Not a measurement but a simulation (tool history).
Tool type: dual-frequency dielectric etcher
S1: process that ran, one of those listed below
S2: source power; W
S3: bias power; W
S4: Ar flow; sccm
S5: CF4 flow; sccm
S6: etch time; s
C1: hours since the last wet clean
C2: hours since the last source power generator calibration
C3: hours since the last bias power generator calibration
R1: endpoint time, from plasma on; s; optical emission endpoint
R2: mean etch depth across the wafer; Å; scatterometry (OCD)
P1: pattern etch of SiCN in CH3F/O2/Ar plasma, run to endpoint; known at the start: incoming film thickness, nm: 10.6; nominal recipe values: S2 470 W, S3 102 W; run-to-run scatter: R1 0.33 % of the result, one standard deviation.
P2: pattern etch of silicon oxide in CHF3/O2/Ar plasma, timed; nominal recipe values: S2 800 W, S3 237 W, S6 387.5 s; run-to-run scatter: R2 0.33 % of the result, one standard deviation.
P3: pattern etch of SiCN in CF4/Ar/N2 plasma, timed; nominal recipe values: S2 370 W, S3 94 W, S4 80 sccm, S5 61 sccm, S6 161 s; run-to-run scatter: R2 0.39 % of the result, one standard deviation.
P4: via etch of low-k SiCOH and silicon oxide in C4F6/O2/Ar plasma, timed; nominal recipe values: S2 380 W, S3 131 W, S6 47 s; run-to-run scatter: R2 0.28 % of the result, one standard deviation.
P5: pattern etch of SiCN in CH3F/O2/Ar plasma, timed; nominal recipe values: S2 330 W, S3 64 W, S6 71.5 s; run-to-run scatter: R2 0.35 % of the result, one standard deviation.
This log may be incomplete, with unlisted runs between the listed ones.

| run | hour | S1 | S2 | S3 | S4 | S5 | S6 | C1 | C2 | C3 | R1 | R2 |
|---|---|---|---|---|---|---|---|---|---|---|---|---|
| 1 | 8.4 | P1 | 470 | 102 |  |  |  | 197 | 663.8 | 2320.5 | 23.331 |  |
| 2 | 18.8 | P1 | 470 | 102 |  |  |  | 207.4 | 674.2 | 2330.9 | 23.082 |  |
|  | 29.2 | wet clean of the chamber |
| 3 | 29.5 | P3 | 370 | 94 | 80 | 61 | 161 | 0.4 | 684.9 | 2341.6 |  | 1309.8 |
| 4 | 35.1 | P1 | 470 | 102 |  |  |  | 6 | 690.5 | 2347.2 | 23.335 |  |
| 5 | 40.4 | P4 | 290 | 131 |  |  | 47 | 11.3 | 695.8 | 2352.5 |  | 982.99 |
| 6 | 46.7 | P2 | 1120 | 237 |  |  | 387.5 | 17.6 | 702.1 | 2358.8 |  | 10902 |
| 7 | 54.7 | P1 | 660 | 83 |  |  |  | 25.6 | 710.1 | 2366.8 | 22.029 |  |
| 8 | 66.3 | P2 | 800 | 237 |  |  | 548.5 | 37.2 | 721.7 | 2378.4 |  | 13620 |
| 9 | 74.2 | P3 | 370 | 94 | 60 | 61 | 161 | 45.1 | 729.6 | 2386.3 |  | 1358.6 |
| 10 | 84.6 | P1 | 300 | 82 |  |  |  | 55.5 | 740 | 2396.7 | 29.659 |  |
| 11 | 90.5 | P5 | 330 | 64 |  |  | 55.5 | 61.4 | 745.9 | 2402.6 |  | 184.8 |
| 12 | 102 | P1 | 470 | 77 |  |  |  | 72.9 | 757.4 | 2414.1 | 25.595 |  |
| 13 | 110 | P1 | 470 | 102 |  |  |  | 80.9 | 765.4 | 2422.1 | 23.295 |  |
| 14 | 117.8 | P4 | 380 | 131 |  |  | 58 | 88.7 | 773.2 | 2429.9 |  | 1347.7 |
| 15 | 129.3 | P5 | 330 | 64 |  |  | 71.5 | 100.2 | 784.7 | 2441.4 |  | 237.33 |
| 16 | 139.2 | P3 | 370 | 130 | 80 | 61 | 161 | 110.1 | 794.6 | 2451.3 |  | 1477.7 |
| 17 | 149.6 | P1 | 580 | 66 |  |  |  | 120.5 | 805 | 2461.7 | 25.086 |  |
| 18 | 159.5 | P5 | 330 | 49 |  |  | 71.5 | 130.4 | 814.9 | 2471.6 |  | 218.35 |
| 19 | 169.5 | P2 | 800 | 237 |  |  | 387.5 | 140.4 | 824.9 | 2481.6 |  | 9604.2 |
| 20 | 175.4 | P1 | 660 | 102 |  |  |  | 146.3 | 830.8 | 2487.5 | 20.577 |  |
| 21 | 186.1 | P3 | 370 | 94 | 80 | 61 | 241.5 | 157 | 841.5 | 2498.2 |  | 1944.9 |
| 22 | 192.9 | P5 | 400 | 64 |  |  | 71.5 | 163.8 | 848.3 | 2505 |  | 255.09 |
| 23 | 201 | P1 | 280 | 102 |  |  |  | 171.9 | 856.4 | 2513.1 | 28.112 |  |
| 24 | 209.6 | P1 | 470 | 125 |  |  |  | 180.5 | 865 | 2521.7 | 21.582 |  |
| 25 | 218.3 | P3 | 370 | 94 | 80 | 45 | 161 | 189.2 | 873.7 | 2530.4 |  | 1253.7 |
| 26 | 223.9 | P3 | 270 | 94 | 80 | 61 | 161 | 194.8 | 879.3 | 2536 |  | 998.09 |
| 27 | 229.2 | P2 | 800 | 174 |  |  | 387.5 | 200.1 | 884.6 | 2541.3 |  | 8689 |
| 28 | 237 | P4 | 380 | 88 |  |  | 47 | 207.9 | 892.4 | 2549.1 |  | 980.59 |
| 29 | 245.8 | P4 | 380 | 131 |  |  | 47 | 216.7 | 901.2 | 2557.9 |  | 1096.3 |
| 30 | 254.8 | P2 | 800 | 237 |  |  | 387.5 | 225.7 | 910.2 | 2566.9 |  | 9584.9 |
| 31 | 264.8 | P1 | 470 | 102 |  |  |  | 235.7 | 920.2 | 2576.9 | 23.319 |  |
| 32 | 276 | P1 | 470 | 102 |  |  |  | 246.9 | 931.4 | 2588.1 | 23.511 |  |
| 33 | 287.1 | P1 | 470 | 102 |  |  |  | 258 | 942.5 | 2599.2 | 23.71 |  |
|  | 290.7 | wet clean of the chamber |
| 34 | 296.6 | P1 | 470 | 102 |  |  |  | 5.9 | 952 | 2608.7 | 23.63 |  |
| 35 | 302.4 | P1 | 470 | 102 |  |  |  | 11.7 | 957.8 | 2614.5 | 23.59 |  |
| 36 | 311.3 | P1 | 470 | 102 |  |  |  | 20.6 | 966.7 | 2623.4 | 23.669 |  |
| 37 | 317.2 | P1 | 470 | 102 |  |  |  | 26.5 | 972.6 | 2629.3 | 23.674 |  |
| 38 | 323.1 | P1 | 470 | 102 |  |  |  | 32.4 | 978.5 | 2635.2 | 23.609 |  |

The output of P1 has drifted from where it used to be. Each of the 2 causes below, taken at the size shown beside it, accounts for the log equally well:
A: bias power that arrives under what is set, % = 4.35
B: source power that arrives under what is set, % = 4.4
The process output started creeping at around hour 264.8.
All other causes, with the reason each is excluded:
chamber walls in a state that lowers the etch rate, %: its service at hour 290.7 followed the start of the drift and did not put the process back to its old value

You are offered 4 check runs, listed below with question marks in place of their results; each one averages 2 wafers. Which run separates the listed causes by giving clearly different results for each?
| check 1 | 329 | P2 | 800 | 237 |  |  | 387.5 |  |  |  |  | ? |
| check 2 | 329 | P4 | 380 | 131 |  |  | 47 |  |  |  |  | ? |
| check 3 | 329 | P3 | 370 | 94 | 80 | 61 | 161 |  |  |  |  | ? |
| check 4 | 329 | P5 | 330 | 64 |  |  | 71.5 |  |  |  |  | ? |

What each check would give under each cause:
| check | result | if A | if B |
|---|---|---|---|
| check 1 | R2 | 9472.8 | 9457.3 |
| check 2 | R2 | 1081.4 | 1076.2 |
| check 3 | R2 | 1287.8 | 1258.4 |
| check 4 | R2 | 234.47 | 234.12 |
How far apart the two closest causes lie, in the result that separates them most: check 1 0.16 %; check 2 0.48 %; check 3 2.31 %; check 4 0.15 %
Of the check runs offered, only check 3 discriminates between the causes; the rest would read about the same regardless of which cause applies.

Check 3 was then run and gave: R2 1284.7 Å. Which cause is it?

A is the cause: bias power that arrives under what is set, %.
